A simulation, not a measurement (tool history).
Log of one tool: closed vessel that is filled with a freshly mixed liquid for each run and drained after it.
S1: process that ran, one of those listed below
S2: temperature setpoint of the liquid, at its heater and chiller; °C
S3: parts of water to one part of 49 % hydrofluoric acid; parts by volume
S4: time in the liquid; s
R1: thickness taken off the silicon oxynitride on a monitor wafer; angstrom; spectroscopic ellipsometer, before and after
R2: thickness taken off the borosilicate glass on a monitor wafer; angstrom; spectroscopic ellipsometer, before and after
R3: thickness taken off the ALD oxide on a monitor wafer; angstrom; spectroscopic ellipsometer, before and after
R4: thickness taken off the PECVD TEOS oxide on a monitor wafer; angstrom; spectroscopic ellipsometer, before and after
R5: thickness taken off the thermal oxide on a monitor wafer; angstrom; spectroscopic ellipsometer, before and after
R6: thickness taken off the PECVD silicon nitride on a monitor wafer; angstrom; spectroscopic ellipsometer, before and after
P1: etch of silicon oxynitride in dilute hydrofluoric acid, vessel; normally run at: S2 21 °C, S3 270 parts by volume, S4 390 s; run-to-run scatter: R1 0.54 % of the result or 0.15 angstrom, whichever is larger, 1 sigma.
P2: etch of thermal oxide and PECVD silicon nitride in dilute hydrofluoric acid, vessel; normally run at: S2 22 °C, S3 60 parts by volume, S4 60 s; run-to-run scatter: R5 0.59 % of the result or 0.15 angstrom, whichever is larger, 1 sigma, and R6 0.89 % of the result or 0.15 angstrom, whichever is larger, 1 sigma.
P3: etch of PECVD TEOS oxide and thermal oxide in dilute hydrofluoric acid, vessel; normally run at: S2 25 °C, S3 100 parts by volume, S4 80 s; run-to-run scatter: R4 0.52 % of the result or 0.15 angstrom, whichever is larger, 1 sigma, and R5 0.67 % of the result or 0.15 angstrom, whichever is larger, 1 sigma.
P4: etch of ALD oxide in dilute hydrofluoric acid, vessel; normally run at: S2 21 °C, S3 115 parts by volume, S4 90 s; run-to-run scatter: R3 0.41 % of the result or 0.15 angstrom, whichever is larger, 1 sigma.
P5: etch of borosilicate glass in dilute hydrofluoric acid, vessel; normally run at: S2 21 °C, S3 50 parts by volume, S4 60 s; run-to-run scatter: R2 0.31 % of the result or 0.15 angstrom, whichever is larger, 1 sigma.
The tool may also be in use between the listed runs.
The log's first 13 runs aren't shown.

Run 14, hour 49.8: S1 P1, S2 21 °C, S3 270 parts by volume, S4 390 s. Result: R1 51.197 angstrom.
Run 15, hour 52.1: S1 P1, S2 21 °C, S3 405 parts by volume, S4 390 s. Result: R1 31.685 angstrom.
At hour 55.2: thermometer replaced.
Run 16, hour 56.7: S1 P1, S2 21 °C, S3 270 parts by volume, S4 390 s. Result: R1 52.262 angstrom.
Run 17, hour 60.1: S1 P2, S2 22 °C, S3 60 parts by volume, S4 60 s. Result: R5 44.382 angstrom, R6 30.689 angstrom.
Run 18, hour 64.7: S1 P2, S2 17 °C, S3 60 parts by volume, S4 60 s. Result: R5 35.677 angstrom, R6 21.344 angstrom.
Run 19, hour 68.2: S1 P3, S2 31 °C, S3 100 parts by volume, S4 80 s. Result: R4 217.25 angstrom, R5 49.227 angstrom.
Run 20, hour 70.9: S1 P1, S2 21 °C, S3 270 parts by volume, S4 580 s. Result: R1 77.21 angstrom.
Run 21, hour 75.6: S1 P1, S2 21 °C, S3 270 parts by volume, S4 65 s. Result: R1 8.4556 angstrom.
Run 22, hour 80.3: S1 P5, S2 21 °C, S3 50 parts by volume, S4 60 s. Result: R2 416.77 angstrom.
Run 23, hour 82.8: S1 P4, S2 21 °C, S3 50 parts by volume, S4 90 s. Result: R3 288.01 angstrom.
Run 24, hour 85.8: S1 P4, S2 17 °C, S3 115 parts by volume, S4 90 s. Result: R3 98.432 angstrom.
Run 25, hour 90.1: S1 P2, S2 22 °C, S3 20 parts by volume, S4 60 s. Result: R5 139.82 angstrom, R6 89.379 angstrom.
Run 26, hour 93.5: S1 P2, S2 22 °C, S3 60 parts by volume, S4 30 s. Result: R5 22.199 angstrom, R6 15.055 angstrom.
Run 27, hour 96.3: S1 P1, S2 21 °C, S3 270 parts by volume, S4 390 s. Result: R1 51.639 angstrom.
Run 28, hour 98.4: S1 P1, S2 25 °C, S3 270 parts by volume, S4 390 s. Result: R1 61.29 angstrom.
Run 29, hour 101.6: S1 P3, S2 25 °C, S3 100 parts by volume, S4 35 s. Result: R4 75.684 angstrom, R5 17.493 angstrom.
Run 30, hour 104.4: S1 P5, S2 17 °C, S3 50 parts by volume, S4 60 s. Result: R2 352.63 angstrom.
Run 31, hour 108.6: S1 P1, S2 17.5 °C, S3 270 parts by volume, S4 90 s. Result: R1 9.8662 angstrom.
Run 32, hour 110.8: S1 P1, S2 21 °C, S3 270 parts by volume, S4 390 s. Result: R1 51.171 angstrom.
Run 33, hour 113.9: S1 P1, S2 21 °C, S3 270 parts by volume, S4 390 s. Result: R1 53.798 angstrom.
Run 34, hour 118.5: S1 P1, S2 21 °C, S3 270 parts by volume, S4 390 s. Result: R1 55.179 angstrom.

Run 35 comes next. What will it give?
Run 35, hour 122.7: S1 P1, S2 21 °C, S3 270 parts by volume, S4 390 s. Result: R1 ?.

{"run 35": {"R1": 55.65}}

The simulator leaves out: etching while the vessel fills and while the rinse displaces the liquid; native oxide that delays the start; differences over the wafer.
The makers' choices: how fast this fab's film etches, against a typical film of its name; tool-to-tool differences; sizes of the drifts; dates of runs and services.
